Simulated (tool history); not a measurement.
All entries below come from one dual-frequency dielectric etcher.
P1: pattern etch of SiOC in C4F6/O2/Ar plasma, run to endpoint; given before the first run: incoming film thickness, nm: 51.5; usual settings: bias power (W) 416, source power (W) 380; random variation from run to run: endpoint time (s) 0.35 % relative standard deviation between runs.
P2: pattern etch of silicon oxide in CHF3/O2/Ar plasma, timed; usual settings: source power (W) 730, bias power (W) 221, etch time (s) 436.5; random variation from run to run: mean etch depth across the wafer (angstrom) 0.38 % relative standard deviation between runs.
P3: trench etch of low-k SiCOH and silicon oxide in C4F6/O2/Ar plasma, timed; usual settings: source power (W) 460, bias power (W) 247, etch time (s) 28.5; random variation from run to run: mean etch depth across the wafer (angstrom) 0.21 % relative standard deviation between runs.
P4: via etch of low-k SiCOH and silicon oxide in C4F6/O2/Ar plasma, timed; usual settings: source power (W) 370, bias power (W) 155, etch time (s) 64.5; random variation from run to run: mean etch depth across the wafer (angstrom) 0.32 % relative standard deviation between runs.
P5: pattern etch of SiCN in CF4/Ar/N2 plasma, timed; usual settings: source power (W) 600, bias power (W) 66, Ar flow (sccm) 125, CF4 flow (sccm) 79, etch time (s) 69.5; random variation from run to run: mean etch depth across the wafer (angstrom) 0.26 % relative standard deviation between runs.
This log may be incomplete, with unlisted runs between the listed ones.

| run | hour | process that ran | bias power (W) | source power (W) | etch time (s) | Ar flow (sccm) | CF4 flow (sccm) | endpoint time (s) | mean etch depth across the wafer (angstrom) |
|---|---|---|---|---|---|---|---|---|---|
| 1 | 4.8 | P1 | 416 | 380 |  |  |  | 18.999 |  |
| 2 | 13.1 | P1 | 526 | 380 |  |  |  | 17.443 |  |
| 3 | 19.6 | P1 | 503 | 270 |  |  |  | 20.139 |  |
| 4 | 28.6 | P1 | 502 | 270 |  |  |  | 20.077 |  |
| 5 | 34 | P2 | 221 | 730 | 319.5 |  |  |  | 6993.5 |
| 6 | 42.1 | P1 | 416 | 250 |  |  |  | 22.152 |  |
| 7 | 51.6 | P3 | 247 | 460 | 39 |  |  |  | 1393.8 |
| 8 | 59.6 | P4 | 155 | 370 | 64.5 |  |  |  | 1555.6 |
| 9 | 67.3 | P2 | 221 | 730 | 436.5 |  |  |  | 9489.1 |
| 10 | 74.8 | P2 | 221 | 1030 | 436.5 |  |  |  | 10893 |
| 11 | 80.6 | P2 | 310 | 730 | 436.5 |  |  |  | 10767 |
| 12 | 90.2 | P1 | 416 | 380 |  |  |  | 19.023 |  |
| 13 | 94.6 | P5 | 89 | 600 | 69.5 | 125 | 79 |  | 814.03 |
| 14 | 101 | P5 | 66 | 730 | 69.5 | 125 | 79 |  | 875.03 |
| 15 | 107.9 | P3 | 247 | 460 | 28.5 |  |  |  | 1020.4 |
| 16 | 112.8 | P1 | 416 | 510 |  |  |  | 16.972 |  |
| 17 | 117.9 | P4 | 155 | 230 | 64.5 |  |  |  | 1298.1 |
| 18 | 123.1 | P1 | 416 | 380 |  |  |  | 19.012 |  |
| 19 | 132.5 | P5 | 66 | 600 | 69.5 | 125 | 79 |  | 735.11 |
| 20 | 139.3 | P5 | 66 | 600 | 69.5 | 125 | 48 |  | 674.34 |
| 21 | 146.7 | P1 | 324 | 280 |  |  |  | 23.317 |  |
| 22 | 154.5 | P5 | 66 | 600 | 101 | 125 | 79 |  | 1069.5 |
| 23 | 163.6 | P1 | 416 | 380 |  |  |  | 18.996 |  |
| 24 | 172.9 | P4 | 155 | 370 | 41.5 |  |  |  | 996.51 |
| 25 | 182.1 | P1 | 416 | 380 |  |  |  | 18.948 |  |
| 26 | 186.9 | P3 | 351 | 460 | 28.5 |  |  |  | 1152 |
| 27 | 195.4 | P1 | 253 | 380 |  |  |  | 22.662 |  |
| 28 | 202.3 | P1 | 416 | 380 |  |  |  | 18.936 |  |
| 29 | 211.4 | P5 | 66 | 600 | 69.5 | 125 | 79 |  | 739.17 |
| 30 | 216.9 | P5 | 66 | 600 | 69.5 | 93 | 79 |  | 773.47 |
| 31 | 226.5 | P3 | 247 | 650 | 28.5 |  |  |  | 1166.5 |
| 32 | 235.9 | P4 | 188 | 370 | 64.5 |  |  |  | 1647.8 |
| 33 | 242.5 | P1 | 416 | 380 |  |  |  | 19.03 |  |
| 34 | 248.5 | P1 | 416 | 380 |  |  |  | 18.923 |  |
| 35 | 256.7 | P1 | 416 | 380 |  |  |  | 18.75 |  |
| 36 | 263.7 | P1 | 416 | 380 |  |  |  | 18.597 |  |
|  | 271.9 | wet clean of the chamber |
| 37 | 273.2 | P1 | 416 | 380 |  |  |  | 18.675 |  |
| 38 | 280.8 | P1 | 416 | 380 |  |  |  | 18.498 |  |
| 39 | 289.1 | P1 | 416 | 380 |  |  |  | 18.614 |  |
| 40 | 294 | P1 | 416 | 380 |  |  |  | 18.707 |  |
| 41 | 301.7 | P1 | 416 | 380 |  |  |  | 18.73 |  |

The log shows P1 creeping away from where it was. Any of the 2 causes listed here, at the size stated for it, fits the log just as well as the others:
A: bias power that arrives over what is set, % = 4.9
B: source power that arrives over what is set, % = 4.81
The gradual shift began around hour 242.5.
All other causes, with the reason each is excluded:
chamber walls in a state that raises the etch rate, %: serviced after onset, at hour 271.9, with no recovery of the prior output

4 check runs are offered, one wafer each, their results left as question marks. Which one tells the causes apart?
| check 1 | 309.4 | P2 | 307 | 730 | 436.5 |  |  |  | ? |
| check 2 | 309.4 | P4 | 155 | 310 | 64.5 |  |  |  | ? |
| check 3 | 309.4 | P5 | 66 | 710 | 69.5 | 125 | 51 |  | ? |
| check 4 | 309.4 | P3 | 247 | 560 | 35.5 |  |  |  | ? |

Outcome of each check run for each possible cause:
| check | result | if A | if B |
|---|---|---|---|
| check 1 | mean etch depth across the wafer (angstrom) | 10896 | 10896 |
| check 2 | mean etch depth across the wafer (angstrom) | 1471 | 1476 |
| check 3 | mean etch depth across the wafer (angstrom) | 802.78 | 822.03 |
| check 4 | mean etch depth across the wafer (angstrom) | 1392.9 | 1396.1 |
Per-check spread between the two closest causes, in the result where they differ most: check 1 0 %; check 2 0.34 %; check 3 2.37 %; check 4 0.23 %
Check 3 is the one run that separates the causes; every other check would come out nearly the same whichever cause is at work.

Then check 3 was run and gave: mean etch depth across the wafer (angstrom) 806.55. Which cause is it?

It was cause A: bias power that arrives over what is set, %.
